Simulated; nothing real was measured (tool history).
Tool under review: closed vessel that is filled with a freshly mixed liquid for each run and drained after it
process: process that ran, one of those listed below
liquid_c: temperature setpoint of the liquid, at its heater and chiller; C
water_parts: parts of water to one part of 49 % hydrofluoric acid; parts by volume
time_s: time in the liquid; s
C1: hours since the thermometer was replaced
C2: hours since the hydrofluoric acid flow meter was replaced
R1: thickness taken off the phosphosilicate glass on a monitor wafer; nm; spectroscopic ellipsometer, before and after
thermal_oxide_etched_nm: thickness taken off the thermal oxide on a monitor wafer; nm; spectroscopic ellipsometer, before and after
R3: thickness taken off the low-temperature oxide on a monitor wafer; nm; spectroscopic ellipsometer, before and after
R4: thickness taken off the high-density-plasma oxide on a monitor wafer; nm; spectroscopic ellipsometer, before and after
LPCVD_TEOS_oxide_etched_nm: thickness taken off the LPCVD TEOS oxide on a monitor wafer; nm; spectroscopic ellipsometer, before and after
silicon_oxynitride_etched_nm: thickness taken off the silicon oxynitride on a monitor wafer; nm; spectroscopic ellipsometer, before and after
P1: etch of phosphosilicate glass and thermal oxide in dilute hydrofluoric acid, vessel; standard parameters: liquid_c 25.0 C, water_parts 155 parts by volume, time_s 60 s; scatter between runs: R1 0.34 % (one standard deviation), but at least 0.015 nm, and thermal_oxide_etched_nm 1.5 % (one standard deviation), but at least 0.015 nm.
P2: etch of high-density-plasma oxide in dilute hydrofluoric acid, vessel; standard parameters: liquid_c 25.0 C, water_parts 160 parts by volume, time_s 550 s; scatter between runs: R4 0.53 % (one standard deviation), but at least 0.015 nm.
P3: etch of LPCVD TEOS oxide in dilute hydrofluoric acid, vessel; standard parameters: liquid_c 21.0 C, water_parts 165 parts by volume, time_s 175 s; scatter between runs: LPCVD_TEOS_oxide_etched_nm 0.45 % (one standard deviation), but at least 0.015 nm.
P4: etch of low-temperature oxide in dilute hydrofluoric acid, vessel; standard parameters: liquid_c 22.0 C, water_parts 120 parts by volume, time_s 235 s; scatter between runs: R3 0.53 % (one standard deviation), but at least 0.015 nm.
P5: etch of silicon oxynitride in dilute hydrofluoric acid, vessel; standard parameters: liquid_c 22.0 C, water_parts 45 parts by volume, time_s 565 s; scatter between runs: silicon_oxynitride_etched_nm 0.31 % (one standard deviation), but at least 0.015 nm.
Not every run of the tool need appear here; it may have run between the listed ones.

{"run": 1, "day": 0.083, "process": "P1", "liquid_c": 25.0, "water_parts": 155, "time_s": 60, "C1": 1270.7, "C2": 291.1, "R1": 22.384, "thermal_oxide_etched_nm": 1.7213}
{"run": 2, "day": 0.238, "process": "P4", "liquid_c": 22.0, "water_parts": 185, "time_s": 235, "C1": 1274.4, "C2": 294.8, "R3": 20.082}
{"run": 3, "day": 0.383, "process": "P1", "liquid_c": 25.0, "water_parts": 275, "time_s": 60, "C1": 1277.9, "C2": 298.3, "R1": 11.112, "thermal_oxide_etched_nm": 0.88741}
{"run": 4, "day": 0.546, "process": "P4", "liquid_c": 22.0, "water_parts": 120, "time_s": 235, "C1": 1281.8, "C2": 302.2, "R3": 33.311}
{"run": 5, "day": 0.679, "process": "P1", "liquid_c": 25.0, "water_parts": 155, "time_s": 60, "C1": 1285.0, "C2": 305.4, "R1": 22.328, "thermal_oxide_etched_nm": 1.8303}
{"run": 6, "day": 0.825, "process": "P4", "liquid_c": 29.0, "water_parts": 120, "time_s": 235, "C1": 1288.5, "C2": 308.9, "R3": 43.29}
{"run": 7, "day": 0.946, "process": "P2", "liquid_c": 18.0, "water_parts": 160, "time_s": 550, "C1": 1291.4, "C2": 311.8, "R4": 17.65}
{"run": 8, "day": 1.121, "process": "P1", "liquid_c": 21.0, "water_parts": 155, "time_s": 60, "C1": 1295.6, "C2": 316.0, "R1": 19.281, "thermal_oxide_etched_nm": 1.5332}
{"run": 9, "day": 1.225, "process": "P3", "liquid_c": 21.0, "water_parts": 255, "time_s": 175, "C1": 1298.1, "C2": 318.5, "LPCVD_TEOS_oxide_etched_nm": 13.92}
{"run": 10, "day": 1.304, "process": "P3", "liquid_c": 21.0, "water_parts": 165, "time_s": 175, "C1": 1300.0, "C2": 320.4, "LPCVD_TEOS_oxide_etched_nm": 23.435}
{"run": 11, "day": 1.475, "process": "P1", "liquid_c": 31.0, "water_parts": 155, "time_s": 60, "C1": 1304.1, "C2": 324.5, "R1": 27.908, "thermal_oxide_etched_nm": 2.2238}
{"run": 12, "day": 1.596, "process": "P5", "liquid_c": 22.0, "water_parts": 45, "time_s": 120, "C1": 1307.0, "C2": 327.4, "silicon_oxynitride_etched_nm": 6.2238}
{"run": 13, "day": 1.7, "process": "P4", "liquid_c": 22.0, "water_parts": 120, "time_s": 235, "C1": 1309.5, "C2": 329.9, "R3": 33.272}
{"run": 14, "day": 1.817, "process": "P2", "liquid_c": 25.0, "water_parts": 160, "time_s": 550, "C1": 1312.3, "C2": 332.7, "R4": 23.143}
{"run": 15, "day": 1.946, "process": "P2", "liquid_c": 25.0, "water_parts": 160, "time_s": 550, "C1": 1315.4, "C2": 335.8, "R4": 23.266}
{"run": 16, "day": 2.112, "process": "P3", "liquid_c": 25.5, "water_parts": 165, "time_s": 175, "C1": 1319.4, "C2": 339.8, "LPCVD_TEOS_oxide_etched_nm": 27.754}
{"run": 17, "day": 2.233, "process": "P1", "liquid_c": 25.0, "water_parts": 155, "time_s": 60, "C1": 1322.3, "C2": 342.7, "R1": 22.516, "thermal_oxide_etched_nm": 1.7739}
{"run": 18, "day": 2.375, "process": "P5", "liquid_c": 22.0, "water_parts": 20, "time_s": 565, "C1": 1325.7, "C2": 346.1, "silicon_oxynitride_etched_nm": 67.185}
{"run": 19, "day": 2.488, "process": "P1", "liquid_c": 25.0, "water_parts": 155, "time_s": 90, "C1": 1328.4, "C2": 348.8, "R1": 33.597, "thermal_oxide_etched_nm": 2.6644}
{"day": 2.571, "done": "thermometer replaced"}
{"run": 20, "day": 2.662, "process": "P4", "liquid_c": 22.0, "water_parts": 120, "time_s": 120, "C1": 2.2, "C2": 353.0, "R3": 16.838}
{"run": 21, "day": 2.825, "process": "P1", "liquid_c": 25.0, "water_parts": 85, "time_s": 30, "C1": 6.1, "C2": 356.9, "R1": 22.212, "thermal_oxide_etched_nm": 1.7268}
{"run": 22, "day": 2.921, "process": "P1", "liquid_c": 25.0, "water_parts": 155, "time_s": 30, "C1": 8.4, "C2": 359.2, "R1": 11.164, "thermal_oxide_etched_nm": 0.89306}
{"run": 23, "day": 3.092, "process": "P1", "liquid_c": 32.5, "water_parts": 155, "time_s": 100, "C1": 12.5, "C2": 363.3, "R1": 49.076, "thermal_oxide_etched_nm": 3.8274}
{"run": 24, "day": 3.221, "process": "P2", "liquid_c": 25.0, "water_parts": 220, "time_s": 550, "C1": 15.6, "C2": 366.4, "R4": 15.796}
{"run": 25, "day": 3.329, "process": "P2", "liquid_c": 25.0, "water_parts": 160, "time_s": 900, "C1": 18.2, "C2": 369.0, "R4": 37.481}
{"run": 26, "day": 3.471, "process": "P5", "liquid_c": 22.0, "water_parts": 45, "time_s": 565, "C1": 21.6, "C2": 372.4, "silicon_oxynitride_etched_nm": 29.275}
{"run": 27, "day": 3.629, "process": "P5", "liquid_c": 17.0, "water_parts": 45, "time_s": 565, "C1": 25.4, "C2": 376.2, "silicon_oxynitride_etched_nm": 22.85}
{"run": 28, "day": 3.767, "process": "P1", "liquid_c": 25.0, "water_parts": 155, "time_s": 60, "C1": 28.7, "C2": 379.5, "R1": 22.414, "thermal_oxide_etched_nm": 1.791}
{"run": 29, "day": 3.908, "process": "P3", "liquid_c": 21.0, "water_parts": 165, "time_s": 295, "C1": 32.1, "C2": 382.9, "LPCVD_TEOS_oxide_etched_nm": 39.545}
{"run": 30, "day": 4.058, "process": "P1", "liquid_c": 25.0, "water_parts": 30, "time_s": 60, "C1": 35.7, "C2": 386.5, "R1": 135.2, "thermal_oxide_etched_nm": 10.52}
{"run": 31, "day": 4.242, "process": "P1", "liquid_c": 25.0, "water_parts": 155, "time_s": 60, "C1": 40.1, "C2": 390.9, "R1": 22.378, "thermal_oxide_etched_nm": 1.7851}
{"run": 32, "day": 4.412, "process": "P1", "liquid_c": 25.0, "water_parts": 155, "time_s": 60, "C1": 44.2, "C2": 395.0, "R1": 22.424, "thermal_oxide_etched_nm": 1.7545}
{"run": 33, "day": 4.571, "process": "P1", "liquid_c": 25.0, "water_parts": 155, "time_s": 60, "C1": 48.0, "C2": 398.8, "R1": 21.308, "thermal_oxide_etched_nm": 1.6783}
{"run": 34, "day": 4.7, "process": "P1", "liquid_c": 25.0, "water_parts": 155, "time_s": 60, "C1": 51.1, "C2": 401.9, "R1": 20.837, "thermal_oxide_etched_nm": 1.6425}
{"run": 35, "day": 4.833, "process": "P1", "liquid_c": 25.0, "water_parts": 155, "time_s": 60, "C1": 54.3, "C2": 405.1, "R1": 20.791, "thermal_oxide_etched_nm": 1.6729}
{"run": 36, "day": 4.946, "process": "P1", "liquid_c": 25.0, "water_parts": 155, "time_s": 60, "C1": 57.0, "C2": 407.8, "R1": 20.531, "thermal_oxide_etched_nm": 1.6413}
{"run": 37, "day": 5.092, "process": "P1", "liquid_c": 25.0, "water_parts": 155, "time_s": 60, "C1": 60.5, "C2": 411.3, "R1": 20.502, "thermal_oxide_etched_nm": 1.6087}
{"run": 38, "day": 5.196, "process": "P1", "liquid_c": 25.0, "water_parts": 155, "time_s": 60, "C1": 63.0, "C2": 413.8, "R1": 20.529, "thermal_oxide_etched_nm": 1.6599}
{"run": 39, "day": 5.275, "process": "P1", "liquid_c": 25.0, "water_parts": 155, "time_s": 60, "C1": 64.9, "C2": 415.7, "R1": 20.413, "thermal_oxide_etched_nm": 1.6112}

What P1 gives has crept off from where it sat before. The 2 causes that follow fit the log equally well, each at the size noted:
A: liquid colder than its thermometer reads (K) = 2.43
B: hydrofluoric acid flow below the setpoint (%) = 7.52
Creep in the process output first set in at about day 4.412.

Listed below are the offered check runs, one wafer per run, with question marks in place of results. For which of them would the causes give clearly different outcomes?
{"run": "check 1", "day": 5.354, "process": "P3", "liquid_c": 21.0, "water_parts": 165, "time_s": 175, "LPCVD_TEOS_oxide_etched_nm": "?"}
{"run": "check 2", "day": 5.354, "process": "P2", "liquid_c": 25.0, "water_parts": 160, "time_s": 550, "R4": "?"}
{"run": "check 3", "day": 5.354, "process": "P5", "liquid_c": 22.0, "water_parts": 45, "time_s": 565, "silicon_oxynitride_etched_nm": "?"}
{"run": "check 4", "day": 5.354, "process": "P4", "liquid_c": 22.0, "water_parts": 120, "time_s": 235, "R3": "?"}

If the cause were each of the candidates in turn, the checks would give the following:
check=check_1 result=LPCVD_TEOS_oxide_etched_nm if_A=21.228 if_B=21.311
check=check_2 result=R4 if_A=21.100 if_B=21.087
check=check_3 result=silicon_oxynitride_etched_nm if_A=26.0690 if_B=27.1600
check=check_4 result=R3 if_A=30.130 if_B=30.391
Per-check spread between the two closest causes, in the result where they differ most: check 1 0.39 %; check 2 0.06 %; check 3 4.1 %; check 4 0.86 %
Only check 3 tells the causes apart: in the others they would give nearly the same result.

The results of check 3 are: silicon_oxynitride_etched_nm 26.0490 nm. Based on these, which of the listed causes is it?

The correct cause is A, namely: liquid colder than its thermometer reads (K).
